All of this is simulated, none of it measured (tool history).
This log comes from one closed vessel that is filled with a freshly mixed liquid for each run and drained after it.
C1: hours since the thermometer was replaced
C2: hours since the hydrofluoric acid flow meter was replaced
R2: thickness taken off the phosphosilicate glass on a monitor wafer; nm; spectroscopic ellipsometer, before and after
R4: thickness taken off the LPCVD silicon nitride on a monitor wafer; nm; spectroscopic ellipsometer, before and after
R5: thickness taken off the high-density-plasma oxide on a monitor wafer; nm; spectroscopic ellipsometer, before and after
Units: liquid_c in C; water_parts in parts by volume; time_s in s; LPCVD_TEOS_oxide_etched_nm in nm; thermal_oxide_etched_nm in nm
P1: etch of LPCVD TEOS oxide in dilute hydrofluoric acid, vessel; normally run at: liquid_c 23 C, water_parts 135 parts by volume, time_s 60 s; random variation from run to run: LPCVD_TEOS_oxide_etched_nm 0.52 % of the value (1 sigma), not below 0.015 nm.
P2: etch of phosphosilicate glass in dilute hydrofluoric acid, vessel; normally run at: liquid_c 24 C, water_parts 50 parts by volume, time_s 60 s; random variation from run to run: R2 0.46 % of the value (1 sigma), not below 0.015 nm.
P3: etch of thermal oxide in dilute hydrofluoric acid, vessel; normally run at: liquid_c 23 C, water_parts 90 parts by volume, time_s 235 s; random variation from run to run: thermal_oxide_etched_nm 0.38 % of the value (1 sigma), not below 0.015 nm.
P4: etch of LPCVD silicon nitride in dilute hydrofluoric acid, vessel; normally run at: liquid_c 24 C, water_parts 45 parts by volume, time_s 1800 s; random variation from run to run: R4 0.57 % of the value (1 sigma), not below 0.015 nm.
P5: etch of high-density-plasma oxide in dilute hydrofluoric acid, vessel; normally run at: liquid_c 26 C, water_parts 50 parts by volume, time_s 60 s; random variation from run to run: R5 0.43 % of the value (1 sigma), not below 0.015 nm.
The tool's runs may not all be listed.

run 1 hour=8.9 | process=P1 liquid_c=23 water_parts=135 time_s=60 | C1=473.8 C2=918.6 | LPCVD_TEOS_oxide_etched_nm=6.7998
run 2 hour=22.1 | process=P1 liquid_c=23 water_parts=210 time_s=60 | C1=487 C2=931.8 | LPCVD_TEOS_oxide_etched_nm=4.0335
run 3 hour=34.8 | process=P2 liquid_c=24 water_parts=25 time_s=60 | C1=499.7 C2=944.5 | R2=166.14
run 4 hour=48.3 | process=P1 liquid_c=19 water_parts=135 time_s=30 | C1=513.2 C2=958 | LPCVD_TEOS_oxide_etched_nm=2.9053
run 5 hour=59.3 | process=P3 liquid_c=23 water_parts=90 time_s=415 | C1=524.2 C2=969 | thermal_oxide_etched_nm=20.038
-- hour=59.8 thermometer replaced
run 6 hour=75.1 | process=P2 liquid_c=24 water_parts=50 time_s=30 | C1=15.4 C2=984.8 | R2=39.975
run 7 hour=89.3 | process=P4 liquid_c=24 water_parts=45 time_s=735 | C1=29.6 C2=999 | R4=8.2965
run 8 hour=102 | process=P4 liquid_c=24 water_parts=45 time_s=1800 | C1=42.3 C2=1011.7 | R4=19.994
run 9 hour=117.5 | process=P1 liquid_c=19 water_parts=135 time_s=60 | C1=57.8 C2=1027.2 | LPCVD_TEOS_oxide_etched_nm=5.8027
run 10 hour=132.5 | process=P1 liquid_c=23 water_parts=135 time_s=100 | C1=72.8 C2=1042.2 | LPCVD_TEOS_oxide_etched_nm=11.377
run 11 hour=146.6 | process=P2 liquid_c=30.5 water_parts=50 time_s=60 | C1=86.9 C2=1056.3 | R2=103.44
run 12 hour=154.7 | process=P3 liquid_c=17 water_parts=90 time_s=235 | C1=95 C2=1064.4 | thermal_oxide_etched_nm=8.8579
run 13 hour=173.2 | process=P1 liquid_c=23 water_parts=135 time_s=30 | C1=113.5 C2=1082.9 | LPCVD_TEOS_oxide_etched_nm=3.4011
run 14 hour=183.8 | process=P4 liquid_c=32 water_parts=45 time_s=1800 | C1=124.1 C2=1093.5 | R4=34.199
run 15 hour=200 | process=P1 liquid_c=23 water_parts=135 time_s=60 | C1=140.3 C2=1109.7 | LPCVD_TEOS_oxide_etched_nm=6.7738
run 16 hour=211.1 | process=P4 liquid_c=24 water_parts=75 time_s=1800 | C1=151.4 C2=1120.8 | R4=12.055
run 17 hour=227.6 | process=P3 liquid_c=23 water_parts=90 time_s=235 | C1=167.9 C2=1137.3 | thermal_oxide_etched_nm=11.401
run 18 hour=242.6 | process=P5 liquid_c=26 water_parts=75 time_s=60 | C1=182.9 C2=1152.3 | R5=5.9046
run 19 hour=256.2 | process=P2 liquid_c=24 water_parts=50 time_s=60 | C1=196.5 C2=1165.9 | R2=80.284
run 20 hour=268.4 | process=P5 liquid_c=31 water_parts=50 time_s=60 | C1=208.7 C2=1178.1 | R5=11.212
-- hour=274.6 hydrofluoric acid flow meter replaced
run 21 hour=277.7 | process=P1 liquid_c=23 water_parts=70 time_s=30 | C1=218 C2=3.2 | LPCVD_TEOS_oxide_etched_nm=7.1724
run 22 hour=290.5 | process=P5 liquid_c=26 water_parts=50 time_s=60 | C1=230.8 C2=16 | R5=9.2215
run 23 hour=308.8 | process=P2 liquid_c=24 water_parts=50 time_s=60 | C1=249.1 C2=34.3 | R2=79.396
run 24 hour=322.6 | process=P1 liquid_c=23 water_parts=135 time_s=60 | C1=262.9 C2=48.1 | LPCVD_TEOS_oxide_etched_nm=6.8593
run 25 hour=330.8 | process=P3 liquid_c=23 water_parts=155 time_s=235 | C1=271.1 C2=56.3 | thermal_oxide_etched_nm=6.1159
run 26 hour=347.1 | process=P5 liquid_c=26 water_parts=50 time_s=60 | C1=287.4 C2=72.6 | R5=9.154
run 27 hour=364.8 | process=P5 liquid_c=26 water_parts=50 time_s=100 | C1=305.1 C2=90.3 | R5=15.288
run 28 hour=375.9 | process=P1 liquid_c=23 water_parts=135 time_s=60 | C1=316.2 C2=101.4 | LPCVD_TEOS_oxide_etched_nm=6.7892
run 29 hour=386.3 | process=P1 liquid_c=23 water_parts=60 time_s=60 | C1=326.6 C2=111.8 | LPCVD_TEOS_oxide_etched_nm=16.702
run 30 hour=404.5 | process=P1 liquid_c=23 water_parts=135 time_s=60 | C1=344.8 C2=130 | LPCVD_TEOS_oxide_etched_nm=6.8026
run 31 hour=414.8 | process=P1 liquid_c=27 water_parts=135 time_s=60 | C1=355.1 C2=140.3 | LPCVD_TEOS_oxide_etched_nm=7.881
run 32 hour=426.2 | process=P1 liquid_c=23 water_parts=135 time_s=60 | C1=366.5 C2=151.7 | LPCVD_TEOS_oxide_etched_nm=6.7697
run 33 hour=443.5 | process=P1 liquid_c=23 water_parts=135 time_s=60 | C1=383.8 C2=169 | LPCVD_TEOS_oxide_etched_nm=6.4937
run 34 hour=461.5 | process=P1 liquid_c=23 water_parts=135 time_s=60 | C1=401.8 C2=187 | LPCVD_TEOS_oxide_etched_nm=6.4742
run 35 hour=470.2 | process=P1 liquid_c=23 water_parts=135 time_s=60 | C1=410.5 C2=195.7 | LPCVD_TEOS_oxide_etched_nm=6.4078
run 36 hour=479.5 | process=P1 liquid_c=23 water_parts=135 time_s=60 | C1=419.8 C2=205 | LPCVD_TEOS_oxide_etched_nm=6.3717
run 37 hour=493.8 | process=P1 liquid_c=23 water_parts=135 time_s=60 | C1=434.1 C2=219.3 | LPCVD_TEOS_oxide_etched_nm=6.3753
run 38 hour=509.2 | process=P1 liquid_c=23 water_parts=135 time_s=60 | C1=449.5 C2=234.7 | LPCVD_TEOS_oxide_etched_nm=6.3652
run 39 hour=525.4 | process=P1 liquid_c=23 water_parts=135 time_s=60 | C1=465.7 C2=250.9 | LPCVD_TEOS_oxide_etched_nm=6.3236
run 40 hour=538 | process=P1 liquid_c=23 water_parts=135 time_s=60 | C1=478.3 C2=263.5 | LPCVD_TEOS_oxide_etched_nm=6.3005
run 41 hour=556.4 | process=P1 liquid_c=23 water_parts=135 time_s=60 | C1=496.7 C2=281.9 | LPCVD_TEOS_oxide_etched_nm=6.2629

The log shows P1 creeping away from where it was. Any of the 2 causes listed here, at the size stated for it, fits the log just as well as the others:
A: liquid colder than its thermometer reads (K) = 1.92
B: hydrofluoric acid flow below the setpoint (%) = 6.32
The gradual shift began around hour 426.2.

Question marks stand in for the results of the 4 check runs listed below, each run on one wafer. Under which run would the listed causes show clearly different results?
run check 1 hour=574.8 | process=P3 liquid_c=23 water_parts=90 time_s=235 | thermal_oxide_etched_nm=?
run check 2 hour=574.8 | process=P5 liquid_c=26 water_parts=50 time_s=60 | R5=?
run check 3 hour=574.8 | process=P2 liquid_c=24 water_parts=50 time_s=60 | R2=?
run check 4 hour=574.8 | process=P4 liquid_c=24 water_parts=45 time_s=1800 | R4=?

Check results expected under each cause:
check=check_1 result=thermal_oxide_etched_nm if_A=10.549 if_B=10.606
check=check_2 result=R5 if_A=8.487 if_B=8.5591
check=check_3 result=R2 if_A=73.868 if_B=74.605
check=check_4 result=R4 if_A=17.671 if_B=18.892
Separation of the two closest causes in each check, using whichever result separates them best: check 1 0.53 %; check 2 0.85 %; check 3 0.99 %; check 4 6.68 %
Of the check runs offered, only check 4 discriminates between the causes; the rest would read about the same regardless of which cause applies.

Then check 4 was run and gave: R4 17.846 nm. Which cause is it?

The cause is A: liquid colder than its thermometer reads (K).

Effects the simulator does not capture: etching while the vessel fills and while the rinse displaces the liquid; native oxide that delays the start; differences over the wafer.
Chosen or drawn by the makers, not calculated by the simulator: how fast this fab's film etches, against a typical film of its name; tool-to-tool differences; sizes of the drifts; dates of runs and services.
